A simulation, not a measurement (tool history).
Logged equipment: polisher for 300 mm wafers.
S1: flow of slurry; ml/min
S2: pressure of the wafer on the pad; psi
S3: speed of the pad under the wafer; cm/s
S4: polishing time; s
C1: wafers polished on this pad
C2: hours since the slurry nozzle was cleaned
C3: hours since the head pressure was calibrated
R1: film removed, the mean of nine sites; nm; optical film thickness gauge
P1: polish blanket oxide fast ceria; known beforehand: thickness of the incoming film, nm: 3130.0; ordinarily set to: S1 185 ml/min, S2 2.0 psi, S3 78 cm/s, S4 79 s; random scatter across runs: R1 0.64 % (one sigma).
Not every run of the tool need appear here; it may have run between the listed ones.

run   hour   S1   S2   S3   S4    C1     C2     C3       R1
  1    8.0  185  2.0   78   79   178   41.9  461.2   844.03
  2   18.0  110  2.0   78   79   268   51.9  471.2   761.51
  3   24.2  185  2.0   78   79   324   58.1  477.4   837.66
  4   31.5  185  2.0   78   79   390   65.4  484.7   836.72
  5   37.9  185  2.0   38   79   447   71.8  491.1   409.03
  6   44.4  235  2.0   78  116   506   78.3  497.6  1277.50
  7   52.5  255  2.0   78   79   579   86.4  505.7   876.33
  8   59.1  185  2.0   78   79   639   93.0  512.3   833.09
  9   66.2  185  2.0   78  125   703  100.1  519.4  1321.70
 10   77.2  185  2.0  120   79   802  111.1  530.4  1288.60
 11   86.2  145  2.0   78   43   883  120.1  539.4   436.32
 12   94.8  185  2.8   78   79   961  128.7  548.0  1180.10
 13  100.9  185  1.1   78   79  1016  134.8  554.1   460.46
 14  106.5  185  2.0   78   36  1066  140.4  559.7   379.95
     106.6  -- slurry nozzle cleaned
 15  115.7  185  2.0   78   79  1149    9.1  568.9   836.10
 16  125.8  185  2.0   78   79  1240   19.2  579.0   844.67
 17  132.6  185  2.0   78   79  1302   26.0  585.8   827.36
 18  139.0  185  2.0   78   79  1359   32.4  592.2   825.29
 19  149.0  185  2.0   78   79  1450   42.4  602.2   800.34
 20  160.6  185  2.0   78   79  1554   54.0  613.8   801.31
 21  167.1  185  2.0   78   79  1613   60.5  620.3   792.12
 22  172.5  185  2.0   78   79  1662   65.9  625.7   793.69
 23  183.8  185  2.0   78   79  1763   77.2  637.0   785.16
     186.1  -- worn pad replaced by a new one
 24  192.6  185  2.0   78   79    59   86.0  645.8   789.88
 25  202.4  185  2.0   78   79   147   95.8  655.6   790.31
 26  209.2  185  2.0   78   79   208  102.6  662.4   789.57

P1 has crept away from where it was. The log is fitted equally well by each of these 2 causes, at the sizes shown:
A: head's pressure below its setpoint, % = 5.9
B: slurry flow missing at the pad, % = 30.2
The gradual shift began around hour 125.8.
What rules out each remaining cause:
removal rate lost through wear of the pad, %: was serviced at hour 186.1, once the creep was under way, yet the earlier output never came back

You are offered 4 check runs, listed below with question marks in place of their results; each one averages 5 wafers. Which run separates the listed causes by giving clearly different results for each?
check 1  216.0  185  2.0  116   49               ?
check 2  216.0  135  2.0   78   79               ?
check 3  216.0  185  2.0   78  119               ?
check 4  216.0  185  1.5   48   79               ?

Check results expected under each cause:
  check  result     if A     if B
check 1      R1   726.13   726.13
check 2      R1   747.19   732.26
check 3      R1  1185.80  1185.80
check 4      R1   363.32   363.32
Minimum pairwise separation of causes per check, each pair taken at its best-separating result: check 1 0 %; check 2 2.02 %; check 3 0 %; check 4 0 %
Only check 2 tells the causes apart: in the others they would give nearly the same result.

The results of check 2 are: R1 733.43 nm. Based on these, which of the listed causes is it?

The correct cause is B, namely: slurry flow missing at the pad, %.
